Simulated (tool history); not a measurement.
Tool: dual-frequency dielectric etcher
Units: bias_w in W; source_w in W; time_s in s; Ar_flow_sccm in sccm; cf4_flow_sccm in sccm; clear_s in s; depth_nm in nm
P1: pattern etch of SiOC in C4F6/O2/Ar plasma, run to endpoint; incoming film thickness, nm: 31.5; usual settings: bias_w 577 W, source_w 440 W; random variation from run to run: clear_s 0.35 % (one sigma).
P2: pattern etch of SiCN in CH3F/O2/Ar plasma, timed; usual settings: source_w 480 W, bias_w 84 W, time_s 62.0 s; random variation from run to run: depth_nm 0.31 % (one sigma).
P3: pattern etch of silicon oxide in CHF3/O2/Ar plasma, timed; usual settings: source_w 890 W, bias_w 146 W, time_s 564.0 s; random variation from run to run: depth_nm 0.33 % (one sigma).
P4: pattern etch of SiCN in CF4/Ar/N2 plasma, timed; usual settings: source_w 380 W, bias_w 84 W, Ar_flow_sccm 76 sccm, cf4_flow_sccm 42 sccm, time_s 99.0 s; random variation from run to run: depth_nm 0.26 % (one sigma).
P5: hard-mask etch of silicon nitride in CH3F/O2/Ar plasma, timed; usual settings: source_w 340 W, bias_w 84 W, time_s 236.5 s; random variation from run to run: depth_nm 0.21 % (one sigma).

| run | day | process | bias_w | source_w | time_s | Ar_flow_sccm | cf4_flow_sccm | hours since the last wet clean | hours since the last bias power generator calibration | hours since the last source power generator calibration | clear_s | depth_nm |
|---|---|---|---|---|---|---|---|---|---|---|---|---|
| 1 | 0.429 | P1 | 577 | 440 |  |  |  | 74.8 | 2660.6 | 1000.5 | 10.0340 |  |
| 2 | 0.683 | P1 | 577 | 560 |  |  |  | 80.9 | 2666.7 | 1006.6 | 9.1424 |  |
| 3 | 1.108 | P2 | 84 | 480 | 86.5 |  |  | 91.1 | 2676.9 | 1016.8 |  | 37.520 |
| 4 | 1.483 | P5 | 51 | 340 | 236.5 |  |  | 100.1 | 2685.9 | 1025.8 |  | 142.320 |
| 5 | 1.733 | P1 | 577 | 440 |  |  |  | 106.1 | 2691.9 | 1031.8 | 10.0970 |  |
| 6 | 2.012 | P1 | 451 | 330 |  |  |  | 112.8 | 2698.6 | 1038.5 | 12.3220 |  |
| 7 | 2.462 | P4 | 84 | 530 | 99.0 | 76 | 42 | 123.6 | 2709.4 | 1049.3 |  | 97.469 |
| 8 | 2.675 | P4 | 84 | 380 | 99.0 | 76 | 42 | 128.7 | 2714.5 | 1054.4 |  | 72.798 |
| 9 | 2.879 | P3 | 146 | 890 | 564.0 |  |  | 133.6 | 2719.4 | 1059.3 |  | 1190.500 |
|  | 2.954 | source power generator calibrated |
| 10 | 3.246 | P1 | 577 | 280 |  |  |  | 142.4 | 2728.2 | 7.1 | 11.8840 |  |
| 11 | 3.583 | P4 | 84 | 380 | 99.0 | 76 | 42 | 150.5 | 2736.3 | 15.2 |  | 73.089 |
| 12 | 3.933 | P5 | 84 | 340 | 329.5 |  |  | 158.9 | 2744.7 | 23.6 |  | 234.270 |
| 13 | 4.138 | P4 | 84 | 380 | 66.0 | 76 | 42 | 163.8 | 2749.6 | 28.5 |  | 48.605 |
| 14 | 4.375 | P2 | 53 | 480 | 62.0 |  |  | 169.5 | 2755.3 | 34.2 |  | 22.932 |
| 15 | 4.721 | P3 | 146 | 890 | 768.5 |  |  | 177.8 | 2763.6 | 42.5 |  | 1622.500 |
| 16 | 5.050 | P4 | 117 | 380 | 99.0 | 76 | 42 | 185.7 | 2771.5 | 50.4 |  | 82.915 |
|  | 5.167 | bias power generator calibrated |
| 17 | 5.433 | P4 | 84 | 380 | 99.0 | 76 | 30 | 194.9 | 6.4 | 59.6 |  | 69.569 |
| 18 | 5.696 | P3 | 146 | 1250 | 564.0 |  |  | 201.2 | 12.7 | 65.9 |  | 1366.500 |
| 19 | 5.979 | P1 | 744 | 530 |  |  |  | 208.0 | 19.5 | 72.7 | 8.4676 |  |
| 20 | 6.346 | P5 | 84 | 270 | 236.5 |  |  | 216.8 | 28.3 | 81.5 |  | 154.770 |
| 21 | 6.750 | P1 | 577 | 440 |  |  |  | 226.5 | 38.0 | 91.2 | 9.9985 |  |
| 22 | 7.183 | P2 | 84 | 480 | 62.0 |  |  | 236.9 | 48.4 | 101.6 |  | 26.962 |
| 23 | 7.450 | P1 | 767 | 440 |  |  |  | 243.3 | 54.8 | 108.0 | 9.0152 |  |
| 24 | 7.771 | P3 | 191 | 890 | 564.0 |  |  | 251.0 | 62.5 | 115.7 |  | 1301.300 |
| 25 | 7.983 | P1 | 720 | 550 |  |  |  | 256.1 | 67.6 | 120.8 | 8.4825 |  |
| 26 | 8.192 | P2 | 84 | 670 | 62.0 |  |  | 261.1 | 72.6 | 125.8 |  | 30.540 |
| 27 | 8.392 | P1 | 577 | 440 |  |  |  | 265.9 | 77.4 | 130.6 | 10.0460 |  |
| 28 | 8.658 | P4 | 84 | 380 | 99.0 | 96 | 42 | 272.3 | 83.8 | 137.0 |  | 70.655 |
| 29 | 8.983 | P5 | 84 | 340 | 236.5 |  |  | 280.1 | 91.6 | 144.8 |  | 168.280 |
| 30 | 9.229 | P1 | 398 | 440 |  |  |  | 286.0 | 97.5 | 150.7 | 11.5190 |  |
| 31 | 9.529 | P1 | 577 | 440 |  |  |  | 293.2 | 104.7 | 157.9 | 9.9834 |  |
| 32 | 9.729 | P1 | 577 | 440 |  |  |  | 298.0 | 109.5 | 162.7 | 9.9970 |  |
| 33 | 10.188 | P1 | 577 | 440 |  |  |  | 309.0 | 120.5 | 173.7 | 9.9399 |  |
| 34 | 10.579 | P1 | 577 | 440 |  |  |  | 318.4 | 129.9 | 183.1 | 9.9215 |  |
| 35 | 10.825 | P1 | 577 | 440 |  |  |  | 324.3 | 135.8 | 189.0 | 9.9178 |  |
|  | 10.862 | wet clean of the chamber |
| 36 | 11.242 | P1 | 577 | 440 |  |  |  | 9.2 | 145.8 | 199.0 | 9.8830 |  |
| 37 | 11.504 | P1 | 577 | 440 |  |  |  | 15.5 | 152.1 | 205.3 | 9.8043 |  |
| 38 | 11.742 | P1 | 577 | 440 |  |  |  | 21.2 | 157.8 | 211.0 | 9.8328 |  |
| 39 | 11.996 | P1 | 577 | 440 |  |  |  | 27.3 | 163.9 | 217.1 | 9.8466 |  |
| 40 | 12.296 | P1 | 577 | 440 |  |  |  | 34.5 | 171.1 | 224.3 | 9.8579 |  |

What P1 gives has crept away from where it was. These 2 causes fit the log equally well, each at the size given:
A: source power that arrives over what is set, % = 4.95
B: bias power that arrives over what is set, % = 4.77
The creep began at about day 9.529.
Why every other cause is out:
chamber walls in a state that raises the etch rate, %: serviced at day 10.862, which brought nothing back

4 check runs are offered, one wafer each, their results left as question marks. Which one tells the causes apart?
| check 1 | 12.596 | P4 | 84 | 380 | 99.0 | 76 | 42 |  |  |  |  | ? |
| check 2 | 12.596 | P3 | 146 | 890 | 564.0 |  |  |  |  |  |  | ? |
| check 3 | 12.596 | P5 | 84 | 340 | 236.5 |  |  |  |  |  |  | ? |
| check 4 | 12.596 | P2 | 84 | 480 | 62.0 |  |  |  |  |  |  | ? |

What each check would give under each cause:
| check | result | if A | if B |
|---|---|---|---|
| check 1 | depth_nm | 76.083 | 74.241 |
| check 2 | depth_nm | 1215.000 | 1209.800 |
| check 3 | depth_nm | 171.180 | 170.960 |
| check 4 | depth_nm | 27.415 | 27.382 |
How far apart the two closest causes lie, in the result that separates them most: check 1 2.45 %; check 2 0.43 %; check 3 0.13 %; check 4 0.12 %
Check 1 tells the causes apart: in the others they would give nearly the same result.

Check 1 was then run and gave: depth_nm 74.094 nm. Which cause is it?

It is B: bias power that arrives over what is set, %.
